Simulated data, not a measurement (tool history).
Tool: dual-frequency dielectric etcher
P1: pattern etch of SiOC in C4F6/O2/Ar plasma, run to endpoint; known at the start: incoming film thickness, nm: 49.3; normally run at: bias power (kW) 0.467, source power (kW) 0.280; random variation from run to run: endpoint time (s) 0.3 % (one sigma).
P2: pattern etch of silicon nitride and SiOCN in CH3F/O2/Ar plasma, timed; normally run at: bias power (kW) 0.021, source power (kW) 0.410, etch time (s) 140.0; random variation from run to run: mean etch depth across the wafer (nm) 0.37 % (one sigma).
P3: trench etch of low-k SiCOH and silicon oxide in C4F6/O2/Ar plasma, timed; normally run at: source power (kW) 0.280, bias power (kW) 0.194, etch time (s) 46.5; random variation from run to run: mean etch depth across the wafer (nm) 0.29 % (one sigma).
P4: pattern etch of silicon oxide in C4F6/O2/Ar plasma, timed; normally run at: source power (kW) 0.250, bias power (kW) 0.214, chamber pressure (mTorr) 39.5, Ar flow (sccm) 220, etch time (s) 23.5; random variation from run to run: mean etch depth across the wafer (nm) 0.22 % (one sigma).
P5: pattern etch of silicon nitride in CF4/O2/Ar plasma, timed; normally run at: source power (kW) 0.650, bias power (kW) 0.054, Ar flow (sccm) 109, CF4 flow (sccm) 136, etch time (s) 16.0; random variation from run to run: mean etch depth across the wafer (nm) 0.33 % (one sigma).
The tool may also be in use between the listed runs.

run,hour,process that ran,bias power (kW),source power (kW),Ar flow (sccm),CF4 flow (sccm),etch time (s),chamber pressure (mTorr),hours since the last wet clean,hours since the last bias power generator calibration,hours since the last source power generator calibration,endpoint time (s),mean etch depth across the wafer (nm)
1,9.6,P1,0.467,0.280,,,,,281.3,1136.0,1561.1,19.579,
2,23.4,P1,0.467,0.210,,,,,295.1,1149.8,1574.9,21.904,
3,32.1,P1,0.467,0.280,,,,,303.8,1158.5,1583.6,19.667,
# hour 36.7: source power generator calibrated
4,41.1,P5,0.054,0.650,109,136,16.0,,312.8,1167.5,4.5,,39.101
5,50.6,P2,0.021,0.410,,,140.0,,322.3,1177.0,14.0,,18.082
6,59.0,P1,0.580,0.280,,,,,330.7,1185.4,22.4,17.952,
7,65.9,P5,0.054,0.500,109,136,16.0,,337.6,1192.3,29.3,,31.223
8,79.4,P3,0.194,0.280,,,46.5,,351.1,1205.8,42.8,,136.830
9,87.9,P1,0.467,0.280,,,,,359.6,1214.3,51.3,19.666,
10,103.1,P4,0.152,0.250,220,,23.5,39.5,374.8,1229.5,66.5,,58.346
# hour 108.4: wet clean of the chamber
11,110.1,P1,0.467,0.280,,,,,1.8,1236.5,73.5,19.659,
12,123.2,P4,0.214,0.310,220,,23.5,39.5,14.9,1249.6,86.6,,71.096
13,131.3,P2,0.025,0.410,,,140.0,,23.0,1257.7,94.7,,19.356
14,139.7,P3,0.259,0.280,,,46.5,,31.4,1266.1,103.1,,150.450
15,148.4,P5,0.054,0.650,109,136,9.0,,40.1,1274.8,111.8,,22.108
16,159.5,P1,0.467,0.390,,,,,51.2,1285.9,122.9,17.339,
17,174.2,P2,0.021,0.410,,,108.0,,65.9,1300.6,137.6,,13.926
18,183.9,P1,0.355,0.280,,,,,75.6,1310.3,147.3,21.866,
19,191.1,P3,0.194,0.280,,,60.5,,82.8,1317.5,154.5,,177.150
20,206.0,P4,0.214,0.250,220,,23.5,39.5,97.7,1332.4,169.4,,65.350
21,220.6,P4,0.214,0.250,131,,23.5,39.5,112.3,1347.0,184.0,,68.951
22,233.4,P1,0.558,0.380,,,,,125.1,1359.8,196.8,16.396,
23,245.7,P4,0.214,0.250,220,,17.0,39.5,137.4,1372.1,209.1,,47.329
24,253.2,P1,0.467,0.280,,,,,144.9,1379.6,216.6,19.607,
25,265.5,P1,0.467,0.280,,,,,157.2,1391.9,228.9,19.582,
26,278.0,P5,0.054,0.650,109,184,16.0,,169.7,1404.4,241.4,,40.602
27,288.7,P5,0.054,0.650,85,136,16.0,,180.4,1415.1,252.1,,40.116
28,295.4,P1,0.467,0.280,,,,,187.1,1421.8,258.8,19.580,
29,303.7,P3,0.194,0.200,,,46.5,,195.4,1430.1,267.1,,120.160
30,310.7,P4,0.214,0.250,220,,23.5,55.0,202.4,1437.1,274.1,,62.763
31,319.5,P1,0.322,0.180,,,,,211.2,1445.9,282.9,26.595,
32,331.2,P4,0.214,0.250,220,,23.5,39.5,222.9,1457.6,294.6,,65.336
33,339.8,P2,0.021,0.560,,,140.0,,231.5,1466.2,303.2,,20.085
34,348.3,P5,0.035,0.650,109,136,16.0,,240.0,1474.7,311.7,,33.751
35,362.8,P1,0.467,0.280,,,,,254.5,1489.2,326.2,19.654,
36,374.6,P1,0.467,0.280,,,,,266.3,1501.0,338.0,19.761,
37,386.5,P1,0.467,0.280,,,,,278.2,1512.9,349.9,19.868,
# hour 393.4: wet clean of the chamber
38,397.2,P1,0.467,0.280,,,,,3.8,1523.6,360.6,19.874,
39,410.8,P1,0.467,0.280,,,,,17.4,1537.2,374.2,19.933,
40,419.2,P1,0.467,0.280,,,,,25.8,1545.6,382.6,19.867,
41,431.8,P1,0.467,0.280,,,,,38.4,1558.2,395.2,19.874,

What P1 gives has crept away from where it was. These 2 causes fit the log equally well, each at the size given:
A: source power that arrives under what is set, % = 4
B: bias power that arrives under what is set, % = 3.93
The creep began at about hour 362.8.
Why every other cause is out:
chamber walls in a state that lowers the etch rate, %: serviced at hour 393.4, which brought nothing back

4 check runs are offered, each on 2 wafers whose results are averaged, their results left as question marks. Which one tells the causes apart?
check 1,444.4,P2,0.021,0.410,,,140.0,,,,,,?
check 2,444.4,P4,0.214,0.250,220,,23.5,39.5,,,,,?
check 3,444.4,P5,0.054,0.650,109,136,16.0,,,,,,?
check 4,444.4,P3,0.194,0.280,,,46.5,,,,,,?

What each check would give under each cause:
check,result,if A,if B
check 1,mean etch depth across the wafer (nm),17.806,17.747
check 2,mean etch depth across the wafer (nm),64.257,64.391
check 3,mean etch depth across the wafer (nm),37.788,38.597
check 4,mean etch depth across the wafer (nm),134.720,135.060
How far apart the two closest causes lie, in the result that separates them most: check 1 0.33 %; check 2 0.21 %; check 3 2.12 %; check 4 0.26 %
Only check 3 tells the causes apart: in the others they would give nearly the same result.

Then check 3 was run and gave: mean etch depth across the wafer (nm) 37.869. Which cause is it?

It is A: source power that arrives under what is set, %.

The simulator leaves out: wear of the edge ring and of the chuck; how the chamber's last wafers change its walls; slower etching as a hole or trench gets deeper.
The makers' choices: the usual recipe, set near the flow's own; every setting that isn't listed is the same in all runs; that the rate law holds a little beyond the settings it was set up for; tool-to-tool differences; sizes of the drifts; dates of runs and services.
